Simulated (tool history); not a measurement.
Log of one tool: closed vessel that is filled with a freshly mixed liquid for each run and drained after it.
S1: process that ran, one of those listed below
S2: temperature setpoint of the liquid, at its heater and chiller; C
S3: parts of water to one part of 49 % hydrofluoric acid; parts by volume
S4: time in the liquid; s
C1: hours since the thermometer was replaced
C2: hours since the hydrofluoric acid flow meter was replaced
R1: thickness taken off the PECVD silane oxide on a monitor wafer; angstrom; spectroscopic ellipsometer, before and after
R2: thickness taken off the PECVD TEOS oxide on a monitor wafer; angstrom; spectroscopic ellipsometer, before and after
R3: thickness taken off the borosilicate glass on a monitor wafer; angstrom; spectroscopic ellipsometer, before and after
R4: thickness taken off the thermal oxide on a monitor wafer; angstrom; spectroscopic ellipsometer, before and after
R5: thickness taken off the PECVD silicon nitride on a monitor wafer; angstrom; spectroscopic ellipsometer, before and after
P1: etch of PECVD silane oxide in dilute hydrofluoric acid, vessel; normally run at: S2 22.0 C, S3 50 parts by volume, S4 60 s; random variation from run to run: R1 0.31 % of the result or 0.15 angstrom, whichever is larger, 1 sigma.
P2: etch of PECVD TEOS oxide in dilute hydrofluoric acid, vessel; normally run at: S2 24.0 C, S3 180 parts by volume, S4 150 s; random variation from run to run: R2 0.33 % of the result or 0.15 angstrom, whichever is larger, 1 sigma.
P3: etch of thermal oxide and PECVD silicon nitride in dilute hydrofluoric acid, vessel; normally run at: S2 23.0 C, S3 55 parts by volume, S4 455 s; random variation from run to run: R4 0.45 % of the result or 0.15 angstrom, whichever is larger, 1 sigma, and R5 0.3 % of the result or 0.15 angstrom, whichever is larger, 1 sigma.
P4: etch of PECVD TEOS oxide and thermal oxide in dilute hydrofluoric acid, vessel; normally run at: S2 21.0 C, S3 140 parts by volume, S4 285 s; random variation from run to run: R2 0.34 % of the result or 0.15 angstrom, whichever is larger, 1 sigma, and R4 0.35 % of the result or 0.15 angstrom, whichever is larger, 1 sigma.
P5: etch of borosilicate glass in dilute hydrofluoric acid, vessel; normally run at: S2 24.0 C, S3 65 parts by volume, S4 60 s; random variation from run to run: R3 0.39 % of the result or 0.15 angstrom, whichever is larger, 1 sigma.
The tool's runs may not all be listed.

{"run": 1, "hour": 4.4, "S1": "P1", "S2": 22.0, "S3": 50, "S4": 60, "C1": 505.8, "C2": 453.2, "R1": 515.33}
{"run": 2, "hour": 8.3, "S1": "P2", "S2": 19.5, "S3": 180, "S4": 150, "C1": 509.7, "C2": 457.1, "R2": 189.18}
{"run": 3, "hour": 10.6, "S1": "P1", "S2": 22.0, "S3": 80, "S4": 60, "C1": 512.0, "C2": 459.4, "R1": 309.24}
{"run": 4, "hour": 14.2, "S1": "P1", "S2": 22.0, "S3": 25, "S4": 60, "C1": 515.6, "C2": 463.0, "R1": 1062.4}
{"run": 5, "hour": 16.4, "S1": "P2", "S2": 24.0, "S3": 180, "S4": 150, "C1": 517.8, "C2": 465.2, "R2": 225.65}
{"run": 6, "hour": 19.1, "S1": "P5", "S2": 31.0, "S3": 65, "S4": 60, "C1": 520.5, "C2": 467.9, "R3": 496.1}
{"run": 7, "hour": 23.3, "S1": "P2", "S2": 24.0, "S3": 45, "S4": 150, "C1": 524.7, "C2": 472.1, "R2": 1057.3}
{"run": 8, "hour": 27.3, "S1": "P3", "S2": 17.0, "S3": 55, "S4": 455, "C1": 528.7, "C2": 476.1, "R4": 304.95, "R5": 145.66}
{"run": 9, "hour": 31.0, "S1": "P3", "S2": 23.0, "S3": 55, "S4": 455, "C1": 532.4, "C2": 479.8, "R4": 396.1, "R5": 220.23}
{"run": 10, "hour": 33.9, "S1": "P5", "S2": 24.0, "S3": 65, "S4": 60, "C1": 535.3, "C2": 482.7, "R3": 373.87}
{"run": 11, "hour": 36.3, "S1": "P3", "S2": 23.0, "S3": 55, "S4": 125, "C1": 537.7, "C2": 485.1, "R4": 108.81, "R5": 60.91}
{"run": 12, "hour": 38.3, "S1": "P4", "S2": 21.0, "S3": 140, "S4": 470, "C1": 539.7, "C2": 487.1, "R2": 520.25, "R4": 126.8}
{"run": 13, "hour": 41.9, "S1": "P1", "S2": 22.0, "S3": 50, "S4": 60, "C1": 543.3, "C2": 490.7, "R1": 515.19}
{"run": 14, "hour": 45.0, "S1": "P1", "S2": 26.0, "S3": 50, "S4": 60, "C1": 546.4, "C2": 493.8, "R1": 603.13}
{"run": 15, "hour": 47.2, "S1": "P5", "S2": 24.0, "S3": 65, "S4": 60, "C1": 548.6, "C2": 496.0, "R3": 372.63}
{"run": 16, "hour": 49.8, "S1": "P4", "S2": 27.0, "S3": 140, "S4": 285, "C1": 551.2, "C2": 498.6, "R2": 395.79, "R4": 96.629}
{"run": 17, "hour": 52.2, "S1": "P1", "S2": 22.0, "S3": 50, "S4": 60, "C1": 553.6, "C2": 501.0, "R1": 514.02}
{"run": 18, "hour": 56.5, "S1": "P4", "S2": 21.0, "S3": 30, "S4": 285, "C1": 557.9, "C2": 505.3, "R2": 1673.1, "R4": 405.9}
{"run": 19, "hour": 59.6, "S1": "P5", "S2": 24.0, "S3": 65, "S4": 30, "C1": 561.0, "C2": 508.4, "R3": 187.82}
{"run": 20, "hour": 63.6, "S1": "P3", "S2": 23.0, "S3": 20, "S4": 455, "C1": 565.0, "C2": 512.4, "R4": 1138.2, "R5": 585.14}
{"run": 21, "hour": 66.4, "S1": "P1", "S2": 22.0, "S3": 50, "S4": 60, "C1": 567.8, "C2": 515.2, "R1": 515.16}
{"run": 22, "hour": 70.4, "S1": "P1", "S2": 22.0, "S3": 50, "S4": 30, "C1": 571.8, "C2": 519.2, "R1": 257.39}
{"run": 23, "hour": 72.6, "S1": "P4", "S2": 21.0, "S3": 140, "S4": 285, "C1": 574.0, "C2": 521.4, "R2": 315.37, "R4": 76.741}
{"run": 24, "hour": 74.7, "S1": "P5", "S2": 24.0, "S3": 115, "S4": 60, "C1": 576.1, "C2": 523.5, "R3": 200.12}
{"run": 25, "hour": 78.4, "S1": "P2", "S2": 24.0, "S3": 180, "S4": 30, "C1": 579.8, "C2": 527.2, "R2": 45.215}
{"run": 26, "hour": 82.3, "S1": "P1", "S2": 17.5, "S3": 50, "S4": 60, "C1": 583.7, "C2": 531.1, "R1": 423.65}
{"run": 27, "hour": 85.6, "S1": "P1", "S2": 22.0, "S3": 50, "S4": 115, "C1": 587.0, "C2": 534.4, "R1": 985.91}
{"run": 28, "hour": 89.2, "S1": "P1", "S2": 22.0, "S3": 75, "S4": 110, "C1": 590.6, "C2": 538.0, "R1": 608.46}
{"run": 29, "hour": 92.0, "S1": "P1", "S2": 22.0, "S3": 50, "S4": 60, "C1": 593.4, "C2": 540.8, "R1": 514.77}
{"run": 30, "hour": 96.1, "S1": "P1", "S2": 22.0, "S3": 50, "S4": 60, "C1": 597.5, "C2": 544.9, "R1": 540.75}
{"run": 31, "hour": 98.5, "S1": "P1", "S2": 22.0, "S3": 50, "S4": 60, "C1": 599.9, "C2": 547.3, "R1": 546.94}
{"run": 32, "hour": 101.3, "S1": "P1", "S2": 22.0, "S3": 50, "S4": 60, "C1": 602.7, "C2": 550.1, "R1": 553.87}
{"run": 33, "hour": 104.1, "S1": "P1", "S2": 22.0, "S3": 50, "S4": 60, "C1": 605.5, "C2": 552.9, "R1": 554.81}
{"run": 34, "hour": 106.1, "S1": "P1", "S2": 22.0, "S3": 50, "S4": 60, "C1": 607.5, "C2": 554.9, "R1": 556.87}
{"run": 35, "hour": 110.6, "S1": "P1", "S2": 22.0, "S3": 50, "S4": 60, "C1": 612.0, "C2": 559.4, "R1": 560.05}

What P1 gives has crept away from where it was. These 2 causes fit the log equally well, each at the size given:
A: liquid hotter than its thermometer reads (K) = 2.01
B: hydrofluoric acid flow above the setpoint (%) = 8.14
The creep began at about hour 92.0.

4 check runs are offered, one wafer each, their results left as question marks. Which one tells the causes apart?
{"run": "check 1", "hour": 115.1, "S1": "P3", "S2": 17.0, "S3": 55, "S4": 245, "R4": "?", "R5": "?"}
{"run": "check 2", "hour": 115.1, "S1": "P2", "S2": 20.5, "S3": 100, "S4": 150, "R2": "?"}
{"run": "check 3", "hour": 115.1, "S1": "P4", "S2": 24.0, "S3": 40, "S4": 285, "R2": "?", "R4": "?"}
{"run": "check 4", "hour": 115.1, "S1": "P5", "S2": 24.0, "S3": 110, "S4": 30, "R3": "?"}

What each check would give under each cause:
check=check_1 result=R4 if_A=179.170 if_B=178.530
check=check_1 result=R5 if_A=90.373 if_B=84.629
check=check_2 result=R2 if_A=419.770 if_B=422.040
check=check_3 result=R2 if_A=1526.900 if_B=1526.200
check=check_3 result=R4 if_A=371.430 if_B=371.250
check=check_4 result=R3 if_A=113.04 if_B=114.18
How far apart the two closest causes lie, in the result that separates them most: check 1 6.57 %; check 2 0.54 %; check 3 0.05 %; check 4 1 %
Only check 1 tells the causes apart: in the others they would give nearly the same result.

Then check 1 was run and gave: R4 179.170 angstrom; R5 84.686 angstrom. Which cause is it?

It is B: hydrofluoric acid flow above the setpoint (%).

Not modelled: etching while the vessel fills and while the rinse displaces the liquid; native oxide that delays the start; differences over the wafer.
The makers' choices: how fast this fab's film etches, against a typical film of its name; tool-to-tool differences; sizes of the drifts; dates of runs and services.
